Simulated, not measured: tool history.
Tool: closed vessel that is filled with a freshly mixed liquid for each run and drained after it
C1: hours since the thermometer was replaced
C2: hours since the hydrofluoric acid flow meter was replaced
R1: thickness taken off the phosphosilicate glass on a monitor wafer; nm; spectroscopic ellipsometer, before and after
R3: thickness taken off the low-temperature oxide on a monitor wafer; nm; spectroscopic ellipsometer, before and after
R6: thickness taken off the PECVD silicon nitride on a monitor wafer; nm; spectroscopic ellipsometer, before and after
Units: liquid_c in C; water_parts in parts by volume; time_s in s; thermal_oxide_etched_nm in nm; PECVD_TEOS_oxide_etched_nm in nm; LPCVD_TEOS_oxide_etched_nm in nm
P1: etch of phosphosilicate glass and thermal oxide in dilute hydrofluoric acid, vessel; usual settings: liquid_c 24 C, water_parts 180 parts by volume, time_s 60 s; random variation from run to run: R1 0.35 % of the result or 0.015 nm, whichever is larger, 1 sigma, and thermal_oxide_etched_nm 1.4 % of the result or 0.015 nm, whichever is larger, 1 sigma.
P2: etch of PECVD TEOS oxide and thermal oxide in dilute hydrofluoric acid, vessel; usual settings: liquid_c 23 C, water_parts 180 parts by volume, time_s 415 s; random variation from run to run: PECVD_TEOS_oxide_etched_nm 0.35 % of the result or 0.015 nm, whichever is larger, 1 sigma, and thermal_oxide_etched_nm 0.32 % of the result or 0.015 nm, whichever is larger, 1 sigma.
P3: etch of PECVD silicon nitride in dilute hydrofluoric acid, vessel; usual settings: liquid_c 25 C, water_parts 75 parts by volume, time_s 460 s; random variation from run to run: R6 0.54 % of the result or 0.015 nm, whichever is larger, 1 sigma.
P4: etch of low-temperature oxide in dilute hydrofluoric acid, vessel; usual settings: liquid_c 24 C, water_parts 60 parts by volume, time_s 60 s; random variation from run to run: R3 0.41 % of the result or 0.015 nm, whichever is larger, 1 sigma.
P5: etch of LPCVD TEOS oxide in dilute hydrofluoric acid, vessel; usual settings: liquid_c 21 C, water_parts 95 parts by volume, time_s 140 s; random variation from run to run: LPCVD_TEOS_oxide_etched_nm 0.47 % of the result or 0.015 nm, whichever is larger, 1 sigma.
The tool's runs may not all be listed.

Run 1, day 0.429: process P1, liquid_c 24 C, water_parts 180 parts by volume, time_s 60 s; C1 264; C2 825.7. Result: R1 24.022 nm, thermal_oxide_etched_nm 1.4344 nm.
Run 2, day 0.821: process P4, liquid_c 24 C, water_parts 105 parts by volume, time_s 60 s; C1 273.4; C2 835.1. Result: R3 14.199 nm.
Run 3, day 1.275: process P2, liquid_c 23 C, water_parts 180 parts by volume, time_s 755 s; C1 284.3; C2 846. Result: thermal_oxide_etched_nm 17.029 nm, PECVD_TEOS_oxide_etched_nm 43.345 nm.
Run 4, day 1.775: process P5, liquid_c 21 C, water_parts 95 parts by volume, time_s 140 s; C1 296.3; C2 858. Result: LPCVD_TEOS_oxide_etched_nm 22.893 nm.
Run 5, day 2.133: process P1, liquid_c 24 C, water_parts 180 parts by volume, time_s 60 s; C1 304.9; C2 866.6. Result: R1 24.086 nm, thermal_oxide_etched_nm 1.4286 nm.
Run 6, day 2.688: process P1, liquid_c 30 C, water_parts 75 parts by volume, time_s 60 s; C1 318.2; C2 879.9. Result: R1 82.657 nm, thermal_oxide_etched_nm 4.8613 nm.
Run 7, day 3.096: process P1, liquid_c 24 C, water_parts 75 parts by volume, time_s 85 s; C1 328; C2 889.7. Result: R1 91.95 nm, thermal_oxide_etched_nm 5.4417 nm.
Run 8, day 3.558: process P1, liquid_c 24 C, water_parts 180 parts by volume, time_s 60 s; C1 339.1; C2 900.8. Result: R1 24.078 nm, thermal_oxide_etched_nm 1.4338 nm.
Run 9, day 3.842: process P5, liquid_c 21 C, water_parts 95 parts by volume, time_s 140 s; C1 345.9; C2 907.6. Result: LPCVD_TEOS_oxide_etched_nm 22.944 nm.
Run 10, day 4.279: process P1, liquid_c 24 C, water_parts 180 parts by volume, time_s 60 s; C1 356.4; C2 918.1. Result: R1 24.098 nm, thermal_oxide_etched_nm 1.4144 nm.
Run 11, day 4.604: process P1, liquid_c 24 C, water_parts 180 parts by volume, time_s 60 s; C1 364.2; C2 925.9. Result: R1 23.984 nm, thermal_oxide_etched_nm 1.4326 nm.
Run 12, day 4.975: process P1, liquid_c 30 C, water_parts 70 parts by volume, time_s 60 s; C1 373.1; C2 934.8. Result: R1 89.305 nm, thermal_oxide_etched_nm 5.3044 nm.
Run 13, day 5.346: process P4, liquid_c 24 C, water_parts 60 parts by volume, time_s 60 s; C1 382; C2 943.7. Result: R3 26.39 nm.
Run 14, day 5.875: process P3, liquid_c 25 C, water_parts 115 parts by volume, time_s 460 s; C1 394.7; C2 956.4. Result: R6 7.2036 nm.
Run 15, day 6.208: process P4, liquid_c 24 C, water_parts 60 parts by volume, time_s 115 s; C1 402.7; C2 964.4. Result: R3 50.701 nm.
Run 16, day 6.504: process P3, liquid_c 25 C, water_parts 75 parts by volume, time_s 460 s; C1 409.8; C2 971.5. Result: R6 10.934 nm.
Run 17, day 6.792: process P1, liquid_c 19.5 C, water_parts 180 parts by volume, time_s 60 s; C1 416.7; C2 978.4. Result: R1 20.222 nm, thermal_oxide_etched_nm 1.225 nm.
Run 18, day 7.088: process P1, liquid_c 24 C, water_parts 280 parts by volume, time_s 60 s; C1 423.8; C2 985.5. Result: R1 13.807 nm, thermal_oxide_etched_nm 0.79144 nm.
Run 19, day 7.329: process P1, liquid_c 24 C, water_parts 180 parts by volume, time_s 60 s; C1 429.6; C2 991.3. Result: R1 24.157 nm, thermal_oxide_etched_nm 1.4414 nm.
Run 20, day 7.708: process P3, liquid_c 25 C, water_parts 75 parts by volume, time_s 145 s; C1 438.7; C2 1000.4. Result: R6 3.5023 nm.
Run 21, day 8.15: process P5, liquid_c 27 C, water_parts 95 parts by volume, time_s 140 s; C1 449.3; C2 1011. Result: LPCVD_TEOS_oxide_etched_nm 29.432 nm.
Run 22, day 8.396: process P5, liquid_c 21 C, water_parts 95 parts by volume, time_s 245 s; C1 455.2; C2 1016.9. Result: LPCVD_TEOS_oxide_etched_nm 40.237 nm.
Run 23, day 8.921: process P1, liquid_c 24 C, water_parts 35 parts by volume, time_s 60 s; C1 467.8; C2 1029.5. Result: R1 147.86 nm, thermal_oxide_etched_nm 8.5401 nm.
Run 24, day 9.396: process P3, liquid_c 29.5 C, water_parts 75 parts by volume, time_s 460 s; C1 479.2; C2 1040.9. Result: R6 14.69 nm.
Run 25, day 9.825: process P3, liquid_c 25 C, water_parts 75 parts by volume, time_s 460 s; C1 489.5; C2 1051.2. Result: R6 11.067 nm.
Run 26, day 10.246: process P1, liquid_c 30.5 C, water_parts 180 parts by volume, time_s 60 s; C1 499.6; C2 1061.3. Result: R1 30.6 nm, thermal_oxide_etched_nm 1.8091 nm.
Run 27, day 10.508: process P2, liquid_c 23 C, water_parts 180 parts by volume, time_s 415 s; C1 505.9; C2 1067.6. Result: thermal_oxide_etched_nm 9.3442 nm, PECVD_TEOS_oxide_etched_nm 24.019 nm.
Run 28, day 10.933: process P1, liquid_c 24 C, water_parts 180 parts by volume, time_s 30 s; C1 516.1; C2 1077.8. Result: R1 12.075 nm, thermal_oxide_etched_nm 0.68369 nm.
Run 29, day 11.408: process P4, liquid_c 32 C, water_parts 60 parts by volume, time_s 60 s; C1 527.5; C2 1089.2. Result: R3 36.339 nm.
Run 30, day 11.854: process P5, liquid_c 21 C, water_parts 155 parts by volume, time_s 140 s; C1 538.2; C2 1099.9. Result: LPCVD_TEOS_oxide_etched_nm 13.083 nm.
Run 31, day 12.217: process P2, liquid_c 23 C, water_parts 325 parts by volume, time_s 415 s; C1 546.9; C2 1108.6. Result: thermal_oxide_etched_nm 4.4952 nm, PECVD_TEOS_oxide_etched_nm 11.43 nm.
Run 32, day 12.729: process P4, liquid_c 24 C, water_parts 60 parts by volume, time_s 60 s; C1 559.2; C2 1120.9. Result: R3 26.519 nm.
Run 33, day 13.271: process P2, liquid_c 17 C, water_parts 180 parts by volume, time_s 415 s; C1 572.2; C2 1133.9. Result: thermal_oxide_etched_nm 7.4365 nm, PECVD_TEOS_oxide_etched_nm 18.835 nm.
Run 34, day 13.625: process P1, liquid_c 24 C, water_parts 180 parts by volume, time_s 115 s; C1 580.7; C2 1142.4. Result: R1 46.384 nm, thermal_oxide_etched_nm 2.6555 nm.
Run 35, day 14: process P1, liquid_c 24 C, water_parts 180 parts by volume, time_s 60 s; C1 589.7; C2 1151.4. Result: R1 24.087 nm, thermal_oxide_etched_nm 1.4378 nm.
Run 36, day 14.396: process P1, liquid_c 24 C, water_parts 180 parts by volume, time_s 60 s; C1 599.2; C2 1160.9. Result: R1 23.493 nm, thermal_oxide_etched_nm 1.3689 nm.
Run 37, day 14.942: process P1, liquid_c 24 C, water_parts 180 parts by volume, time_s 60 s; C1 612.3; C2 1174. Result: R1 23.143 nm, thermal_oxide_etched_nm 1.3277 nm.
Run 38, day 15.229: process P1, liquid_c 24 C, water_parts 180 parts by volume, time_s 60 s; C1 619.2; C2 1180.9. Result: R1 22.812 nm, thermal_oxide_etched_nm 1.3435 nm.
Run 39, day 15.488: process P1, liquid_c 24 C, water_parts 180 parts by volume, time_s 60 s; C1 625.4; C2 1187.1. Result: R1 22.709 nm, thermal_oxide_etched_nm 1.3574 nm.
Run 40, day 15.8: process P1, liquid_c 24 C, water_parts 180 parts by volume, time_s 60 s; C1 632.9; C2 1194.6. Result: R1 22.682 nm, thermal_oxide_etched_nm 1.3022 nm.

The next listed run, before its measurement:
Run 41, day 16.217: process P1, liquid_c 24 C, water_parts 180 parts by volume, time_s 60 s; C1 642.9; C2 1204.6. Result: R1 ?, thermal_oxide_etched_nm ?.

{"run 41": {"R1": 22.57, "thermal_oxide_etched_nm": 1.3233}}
